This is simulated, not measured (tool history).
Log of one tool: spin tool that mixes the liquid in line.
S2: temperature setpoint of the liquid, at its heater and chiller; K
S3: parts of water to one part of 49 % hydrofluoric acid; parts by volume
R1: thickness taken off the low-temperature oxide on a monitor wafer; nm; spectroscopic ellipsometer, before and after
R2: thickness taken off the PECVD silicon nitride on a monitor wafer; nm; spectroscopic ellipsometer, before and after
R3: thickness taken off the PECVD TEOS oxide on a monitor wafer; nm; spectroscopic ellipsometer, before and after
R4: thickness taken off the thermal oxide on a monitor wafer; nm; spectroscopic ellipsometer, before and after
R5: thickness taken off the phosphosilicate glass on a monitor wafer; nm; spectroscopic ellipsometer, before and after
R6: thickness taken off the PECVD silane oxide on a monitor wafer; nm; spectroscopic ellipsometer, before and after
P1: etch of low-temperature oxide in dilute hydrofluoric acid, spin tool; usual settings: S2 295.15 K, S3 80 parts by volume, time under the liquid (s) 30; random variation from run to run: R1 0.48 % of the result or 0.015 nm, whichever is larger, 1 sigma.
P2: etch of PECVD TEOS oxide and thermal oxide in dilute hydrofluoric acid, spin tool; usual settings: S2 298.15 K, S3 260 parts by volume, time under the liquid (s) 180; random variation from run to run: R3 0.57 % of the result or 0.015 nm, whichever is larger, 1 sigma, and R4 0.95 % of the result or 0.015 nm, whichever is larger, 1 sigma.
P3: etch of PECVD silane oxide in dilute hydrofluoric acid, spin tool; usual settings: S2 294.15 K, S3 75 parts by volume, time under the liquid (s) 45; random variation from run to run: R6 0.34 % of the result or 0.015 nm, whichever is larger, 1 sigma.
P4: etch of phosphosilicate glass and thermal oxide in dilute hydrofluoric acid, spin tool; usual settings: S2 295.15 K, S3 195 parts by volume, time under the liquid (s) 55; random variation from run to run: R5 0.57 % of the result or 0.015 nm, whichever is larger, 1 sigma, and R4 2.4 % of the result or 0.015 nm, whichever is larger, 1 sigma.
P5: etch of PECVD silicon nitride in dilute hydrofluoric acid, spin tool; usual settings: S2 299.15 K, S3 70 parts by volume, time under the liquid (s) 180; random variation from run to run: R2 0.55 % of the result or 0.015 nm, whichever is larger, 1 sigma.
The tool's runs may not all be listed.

Run 1, hour 8.9: process that ran P1, S2 295.15 K, S3 80 parts by volume, time under the liquid (s) 30. Result: R1 8.1284 nm.
Run 2, hour 21.5: process that ran P5, S2 303.65 K, S3 70 parts by volume, time under the liquid (s) 180. Result: R2 19.7700 nm.
Run 3, hour 37.4: process that ran P2, S2 298.15 K, S3 260 parts by volume, time under the liquid (s) 180. Result: R3 6.1109 nm, R4 2.75290 nm.
Run 4, hour 50.2: process that ran P4, S2 295.15 K, S3 30 parts by volume, time under the liquid (s) 55. Result: R4 8.43340 nm, R5 206.0900 nm.
Run 5, hour 66.0: process that ran P5, S2 299.15 K, S3 125 parts by volume, time under the liquid (s) 180. Result: R2 8.3697 nm.
Run 6, hour 79.6: process that ran P2, S2 298.15 K, S3 260 parts by volume, time under the liquid (s) 180. Result: R3 6.1387 nm, R4 2.75830 nm.
Run 7, hour 94.3: process that ran P3, S2 294.15 K, S3 75 parts by volume, time under the liquid (s) 70. Result: R6 21.8370 nm.
Run 8, hour 103.7: process that ran P3, S2 294.15 K, S3 130 parts by volume, time under the liquid (s) 45. Result: R6 7.5909 nm.
Run 9, hour 120.4: process that ran P1, S2 295.15 K, S3 80 parts by volume, time under the liquid (s) 15. Result: R1 4.0207 nm.
Run 10, hour 134.4: process that ran P4, S2 295.15 K, S3 195 parts by volume, time under the liquid (s) 55. Result: R4 1.05190 nm, R5 26.2390 nm.
Run 11, hour 144.5: process that ran P1, S2 290.15 K, S3 80 parts by volume, time under the liquid (s) 30. Result: R1 6.5218 nm.
Run 12, hour 155.6: process that ran P4, S2 295.15 K, S3 195 parts by volume, time under the liquid (s) 55. Result: R4 1.07000 nm, R5 26.0420 nm.
Run 13, hour 168.0: process that ran P3, S2 290.15 K, S3 75 parts by volume, time under the liquid (s) 45. Result: R6 11.9290 nm.
Run 14, hour 177.0: process that ran P5, S2 299.15 K, S3 70 parts by volume, time under the liquid (s) 180. Result: R2 14.7750 nm.
Run 15, hour 195.1: process that ran P4, S2 295.15 K, S3 195 parts by volume, time under the liquid (s) 15. Result: R4 0.28823 nm, R5 7.1579 nm.
Run 16, hour 207.2: process that ran P1, S2 295.15 K, S3 80 parts by volume, time under the liquid (s) 50. Result: R1 13.4530 nm.
Run 17, hour 217.8: process that ran P1, S2 295.15 K, S3 80 parts by volume, time under the liquid (s) 30. Result: R1 8.0531 nm.
Run 18, hour 232.0: process that ran P1, S2 301.65 K, S3 80 parts by volume, time under the liquid (s) 30. Result: R1 10.4840 nm.
Run 19, hour 242.7: process that ran P1, S2 295.15 K, S3 80 parts by volume, time under the liquid (s) 30. Result: R1 8.1374 nm.
Run 20, hour 251.5: process that ran P1, S2 300.15 K, S3 80 parts by volume, time under the liquid (s) 60. Result: R1 19.7020 nm.
Run 21, hour 264.1: process that ran P5, S2 299.15 K, S3 70 parts by volume, time under the liquid (s) 180. Result: R2 14.6570 nm.
Run 22, hour 278.4: process that ran P1, S2 295.15 K, S3 80 parts by volume, time under the liquid (s) 30. Result: R1 8.0986 nm.
Run 23, hour 290.2: process that ran P1, S2 295.15 K, S3 80 parts by volume, time under the liquid (s) 30. Result: R1 8.0522 nm.
Run 24, hour 298.3: process that ran P5, S2 299.15 K, S3 70 parts by volume, time under the liquid (s) 295. Result: R2 24.3790 nm.
Run 25, hour 311.2: process that ran P2, S2 304.65 K, S3 260 parts by volume, time under the liquid (s) 180. Result: R3 7.5577 nm, R4 3.37380 nm.
Run 26, hour 326.2: process that ran P1, S2 295.15 K, S3 80 parts by volume, time under the liquid (s) 30. Result: R1 8.0477 nm.
Run 27, hour 342.9: process that ran P1, S2 295.15 K, S3 20 parts by volume, time under the liquid (s) 30. Result: R1 35.0020 nm.
Run 28, hour 356.1: process that ran P4, S2 298.65 K, S3 195 parts by volume, time under the liquid (s) 55. Result: R4 1.22840 nm, R5 30.2500 nm.
Run 29, hour 372.8: process that ran P2, S2 298.15 K, S3 100 parts by volume, time under the liquid (s) 180. Result: R3 19.0250 nm, R4 8.44520 nm.
Run 30, hour 387.1: process that ran P1, S2 295.15 K, S3 80 parts by volume, time under the liquid (s) 30. Result: R1 8.1286 nm.
Run 31, hour 398.9: process that ran P3, S2 294.15 K, S3 75 parts by volume, time under the liquid (s) 45. Result: R6 13.9760 nm.
Run 32, hour 416.4: process that ran P2, S2 298.15 K, S3 260 parts by volume, time under the liquid (s) 320. Result: R3 10.8150 nm, R4 4.84410 nm.
Run 33, hour 431.5: process that ran P1, S2 295.15 K, S3 110 parts by volume, time under the liquid (s) 30. Result: R1 5.6663 nm.
Run 34, hour 440.3: process that ran P1, S2 295.15 K, S3 80 parts by volume, time under the liquid (s) 30. Result: R1 8.0685 nm.
Run 35, hour 453.6: process that ran P1, S2 295.15 K, S3 80 parts by volume, time under the liquid (s) 30. Result: R1 7.8348 nm.
Run 36, hour 468.5: process that ran P1, S2 295.15 K, S3 80 parts by volume, time under the liquid (s) 30. Result: R1 7.6955 nm.
Run 37, hour 482.6: process that ran P1, S2 295.15 K, S3 80 parts by volume, time under the liquid (s) 30. Result: R1 7.6076 nm.
Run 38, hour 493.2: process that ran P1, S2 295.15 K, S3 80 parts by volume, time under the liquid (s) 30. Result: R1 7.5603 nm.
Run 39, hour 503.7: process that ran P1, S2 295.15 K, S3 80 parts by volume, time under the liquid (s) 30. Result: R1 7.6247 nm.
Run 40, hour 514.9: process that ran P1, S2 295.15 K, S3 80 parts by volume, time under the liquid (s) 30. Result: R1 7.5076 nm.
Run 41, hour 529.2: process that ran P1, S2 295.15 K, S3 80 parts by volume, time under the liquid (s) 30. Result: R1 7.4912 nm.
Run 42, hour 545.8: process that ran P1, S2 295.15 K, S3 80 parts by volume, time under the liquid (s) 30. Result: R1 7.4821 nm.

What P1 gives has crept away from where it was. These 2 causes fit the log equally well, each at the size given:
A: hydrofluoric acid flow below the setpoint (%) = 6.26
B: liquid colder than its thermometer reads (K) = 1.73
The creep began at about hour 440.3.

4 check runs are offered, one wafer each, their results left as question marks. Which one tells the causes apart?
Run check 1, hour 562.4: process that ran P2, S2 298.15 K, S3 115 parts by volume, time under the liquid (s) 280. Result: R3 ?, R4 ?.
Run check 2, hour 562.4: process that ran P5, S2 299.15 K, S3 115 parts by volume, time under the liquid (s) 180. Result: R2 ?.
Run check 3, hour 562.4: process that ran P3, S2 291.15 K, S3 75 parts by volume, time under the liquid (s) 45. Result: R6 ?.
Run check 4, hour 562.4: process that ran P4, S2 295.15 K, S3 35 parts by volume, time under the liquid (s) 55. Result: R4 ?, R5 ?.

What each check would give under each cause:
  check  result      if A      if B
check 1      R3   23.4910   23.6400
check 1      R4  10.58400  10.65100
check 2      R2    8.4550    8.0598
check 3      R6   11.5310   11.4880
check 4      R4   6.59760   6.55850
check 4      R5  163.9600  162.9800
How far apart the two closest causes lie, in the result that separates them most: check 1 0.63 %; check 2 4.79 %; check 3 0.38 %; check 4 0.59 %
Only check 2 tells the causes apart: in the others they would give nearly the same result.

Check 2 was then run and gave: R2 8.0717 nm. Which cause is it?

It is B: liquid colder than its thermometer reads (K).

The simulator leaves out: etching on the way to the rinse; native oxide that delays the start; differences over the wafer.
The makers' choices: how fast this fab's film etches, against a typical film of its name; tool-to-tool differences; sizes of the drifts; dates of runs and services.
